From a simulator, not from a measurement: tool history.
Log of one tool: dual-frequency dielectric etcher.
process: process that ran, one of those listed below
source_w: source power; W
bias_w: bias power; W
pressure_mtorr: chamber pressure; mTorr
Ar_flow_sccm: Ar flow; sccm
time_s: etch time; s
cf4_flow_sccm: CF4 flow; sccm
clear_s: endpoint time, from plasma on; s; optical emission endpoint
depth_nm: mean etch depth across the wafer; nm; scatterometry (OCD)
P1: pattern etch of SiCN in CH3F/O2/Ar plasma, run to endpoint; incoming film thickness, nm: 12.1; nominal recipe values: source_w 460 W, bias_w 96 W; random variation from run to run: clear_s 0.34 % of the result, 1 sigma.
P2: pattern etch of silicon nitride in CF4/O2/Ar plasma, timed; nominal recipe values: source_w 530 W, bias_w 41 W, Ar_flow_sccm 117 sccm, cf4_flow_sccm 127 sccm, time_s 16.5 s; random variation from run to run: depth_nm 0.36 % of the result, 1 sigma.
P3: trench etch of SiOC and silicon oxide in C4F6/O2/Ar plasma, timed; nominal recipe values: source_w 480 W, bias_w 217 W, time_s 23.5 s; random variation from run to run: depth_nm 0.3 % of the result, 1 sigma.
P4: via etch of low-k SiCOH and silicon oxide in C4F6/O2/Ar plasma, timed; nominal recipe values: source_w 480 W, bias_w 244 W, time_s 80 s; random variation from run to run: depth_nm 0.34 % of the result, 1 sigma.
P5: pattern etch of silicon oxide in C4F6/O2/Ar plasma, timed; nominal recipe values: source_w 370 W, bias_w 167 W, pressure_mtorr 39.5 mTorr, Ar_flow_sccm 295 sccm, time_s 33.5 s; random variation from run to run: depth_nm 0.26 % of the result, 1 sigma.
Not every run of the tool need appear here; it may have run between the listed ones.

| run | day | process | source_w | bias_w | pressure_mtorr | Ar_flow_sccm | time_s | cf4_flow_sccm | hours since the last wet clean | hours since the last source power generator calibration | hours since the last bias power generator calibration | clear_s | depth_nm |
|---|---|---|---|---|---|---|---|---|---|---|---|---|---|
| 1 | 0.296 | P1 | 460 | 96 |  |  |  |  | 241.5 | 2371.3 | 1092.9 | 27.144 |  |
| 2 | 0.592 | P5 | 370 | 167 | 47.5 | 295 | 33.5 |  | 248.6 | 2378.4 | 1100 |  | 95.38 |
| 3 | 0.738 | P2 | 730 | 41 |  | 117 | 16.5 | 127 | 252.1 | 2381.9 | 1103.5 |  | 41.161 |
| 4 | 0.942 | P1 | 550 | 77 |  |  |  |  | 257 | 2386.8 | 1108.4 | 27.343 |  |
| 5 | 1.162 | P5 | 370 | 213 | 39.5 | 295 | 33.5 |  | 262.3 | 2392.1 | 1113.7 |  | 105.01 |
| 6 | 1.346 | P2 | 530 | 41 |  | 117 | 23.5 | 127 | 266.7 | 2396.5 | 1118.1 |  | 44.498 |
| 7 | 1.521 | P5 | 370 | 167 | 39.5 | 295 | 33.5 |  | 270.9 | 2400.7 | 1122.3 |  | 97.639 |
| 8 | 1.8 | P4 | 480 | 244 |  |  | 80 |  | 277.6 | 2407.4 | 1129 |  | 276.11 |
| 9 | 2.071 | P2 | 530 | 29 |  | 117 | 16.5 | 127 | 284.1 | 2413.9 | 1135.5 |  | 27.855 |
| 10 | 2.288 | P2 | 530 | 41 |  | 117 | 16.5 | 180 | 289.3 | 2419.1 | 1140.7 |  | 32.564 |
| 11 | 2.575 | P1 | 460 | 96 |  |  |  |  | 296.2 | 2426 | 1147.6 | 27.182 |  |
| 12 | 2.804 | P4 | 380 | 244 |  |  | 80 |  | 301.7 | 2431.5 | 1153.1 |  | 250.35 |
| 13 | 3.104 | P4 | 480 | 244 |  |  | 80 |  | 308.9 | 2438.7 | 1160.3 |  | 274.86 |
| 14 | 3.288 | P5 | 370 | 167 | 39.5 | 295 | 21 |  | 313.3 | 2443.1 | 1164.7 |  | 61.237 |
| 15 | 3.508 | P1 | 650 | 96 |  |  |  |  | 318.6 | 2448.4 | 1170 | 23.667 |  |
| 16 | 3.646 | P1 | 580 | 61 |  |  |  |  | 321.9 | 2451.7 | 1173.3 | 29.146 |  |
| 17 | 3.867 | P1 | 460 | 96 |  |  |  |  | 327.2 | 2457 | 1178.6 | 27.133 |  |
| 18 | 4.154 | P4 | 480 | 301 |  |  | 80 |  | 334.1 | 2463.9 | 1185.5 |  | 294.32 |
| 19 | 4.288 | P1 | 350 | 96 |  |  |  |  | 337.3 | 2467.1 | 1188.7 | 30.1 |  |
| 20 | 4.596 | P5 | 520 | 167 | 39.5 | 295 | 33.5 |  | 344.7 | 2474.5 | 1196.1 |  | 111.5 |
| 21 | 4.9 | P4 | 480 | 244 |  |  | 120 |  | 352 | 2481.8 | 1203.4 |  | 411.9 |
| 22 | 5.125 | P3 | 480 | 217 |  |  | 23.5 |  | 357.4 | 2487.2 | 1208.8 |  | 52.148 |
| 23 | 5.283 | P1 | 460 | 96 |  |  |  |  | 361.2 | 2491 | 1212.6 | 27.156 |  |
| 24 | 5.554 | P1 | 460 | 134 |  |  |  |  | 367.7 | 2497.5 | 1219.1 | 23.711 |  |
| 25 | 5.733 | P5 | 370 | 167 | 39.5 | 403 | 33.5 |  | 372 | 2501.8 | 1223.4 |  | 94.627 |
| 26 | 6.025 | P2 | 530 | 41 |  | 117 | 16.5 | 127 | 379 | 2508.8 | 1230.4 |  | 31.157 |
| 27 | 6.296 | P3 | 480 | 293 |  |  | 23.5 |  | 385.5 | 2515.3 | 1236.9 |  | 57.746 |
| 28 | 6.554 | P3 | 300 | 217 |  |  | 23.5 |  | 391.7 | 2521.5 | 1243.1 |  | 43.572 |
| 29 | 6.783 | P2 | 530 | 41 |  | 117 | 16.5 | 127 | 397.2 | 2527 | 1248.6 |  | 31.152 |
| 30 | 7.058 | P1 | 460 | 96 |  |  |  |  | 403.8 | 2533.6 | 1255.2 | 27.121 |  |
| 31 | 7.229 | P1 | 460 | 62 |  |  |  |  | 407.9 | 2537.7 | 1259.3 | 31.611 |  |
| 32 | 7.429 | P2 | 530 | 41 |  | 81 | 16.5 | 127 | 412.7 | 2542.5 | 1264.1 |  | 32.724 |
| 33 | 7.696 | P1 | 460 | 96 |  |  |  |  | 419.1 | 2548.9 | 1270.5 | 27.067 |  |
| 34 | 7.867 | P3 | 480 | 217 |  |  | 32 |  | 423.2 | 2553 | 1274.6 |  | 71.328 |
| 35 | 8.088 | P1 | 460 | 96 |  |  |  |  | 428.5 | 2558.3 | 1279.9 | 27.024 |  |
| 36 | 8.238 | P1 | 460 | 96 |  |  |  |  | 432.1 | 2561.9 | 1283.5 | 27.083 |  |
| 37 | 8.425 | P1 | 460 | 96 |  |  |  |  | 436.6 | 2566.4 | 1288 | 27.216 |  |
| 38 | 8.704 | P1 | 460 | 96 |  |  |  |  | 443.3 | 2573.1 | 1294.7 | 27.228 |  |
| 39 | 8.892 | P1 | 460 | 96 |  |  |  |  | 447.8 | 2577.6 | 1299.2 | 27.443 |  |
|  | 9.004 | wet clean of the chamber |
| 40 | 9.192 | P1 | 460 | 96 |  |  |  |  | 4.5 | 2584.8 | 1306.4 | 27.558 |  |
| 41 | 9.354 | P1 | 460 | 96 |  |  |  |  | 8.4 | 2588.7 | 1310.3 | 27.477 |  |
| 42 | 9.617 | P1 | 460 | 96 |  |  |  |  | 14.7 | 2595 | 1316.6 | 27.401 |  |
| 43 | 9.9 | P1 | 460 | 96 |  |  |  |  | 21.5 | 2601.8 | 1323.4 | 27.4 |  |
| 44 | 10.183 | P1 | 460 | 96 |  |  |  |  | 28.3 | 2608.6 | 1330.2 | 27.381 |  |
| 45 | 10.379 | P1 | 460 | 96 |  |  |  |  | 33 | 2613.3 | 1334.9 | 27.433 |  |

What P1 gives has crept off from where it sat before. The 2 causes that follow fit the log equally well, each at the size noted:
A: source power that arrives under what is set, % = 4.43
B: bias power that arrives under what is set, % = 4.44
Onset of the creep was near day 8.088.
Each remaining cause and why it is not a fit:
chamber walls in a state that lowers the etch rate, %: serviced at day 9.004, after the drift had started, without restoring the earlier output

Which of the check runs below tells the causes apart, meaning the causes would give it clearly different results? Each run uses 2 wafers whose results are averaged, and each result is shown as a question mark.
| check 1 | 10.575 | P4 | 480 | 295 |  |  | 118 |  |  |  |  |  | ? |
| check 2 | 10.575 | P2 | 530 | 41 |  | 117 | 16.5 | 170 |  |  |  |  | ? |
| check 3 | 10.575 | P5 | 450 | 167 | 39.5 | 295 | 33.5 |  |  |  |  |  | ? |
| check 4 | 10.575 | P3 | 410 | 217 |  |  | 23.5 |  |  |  |  |  | ? |

How each check would come out, cause by cause:
| check | result | if A | if B |
|---|---|---|---|
| check 1 | depth_nm | 423.38 | 424.08 |
| check 2 | depth_nm | 31.074 | 31.848 |
| check 3 | depth_nm | 103.61 | 104.01 |
| check 4 | depth_nm | 48.225 | 48.35 |
Smallest distance between any two causes, each pair judged by its most separating result, in per cent: check 1 0.17 %; check 2 2.46 %; check 3 0.39 %; check 4 0.26 %
Only in check 2 would the causes give clearly different results; in the remaining checks their results would be nearly the same.

Check 2 was carried out, with these results: depth_nm 31.827 nm. Which of the listed causes is responsible?

It is B: bias power that arrives under what is set, %.

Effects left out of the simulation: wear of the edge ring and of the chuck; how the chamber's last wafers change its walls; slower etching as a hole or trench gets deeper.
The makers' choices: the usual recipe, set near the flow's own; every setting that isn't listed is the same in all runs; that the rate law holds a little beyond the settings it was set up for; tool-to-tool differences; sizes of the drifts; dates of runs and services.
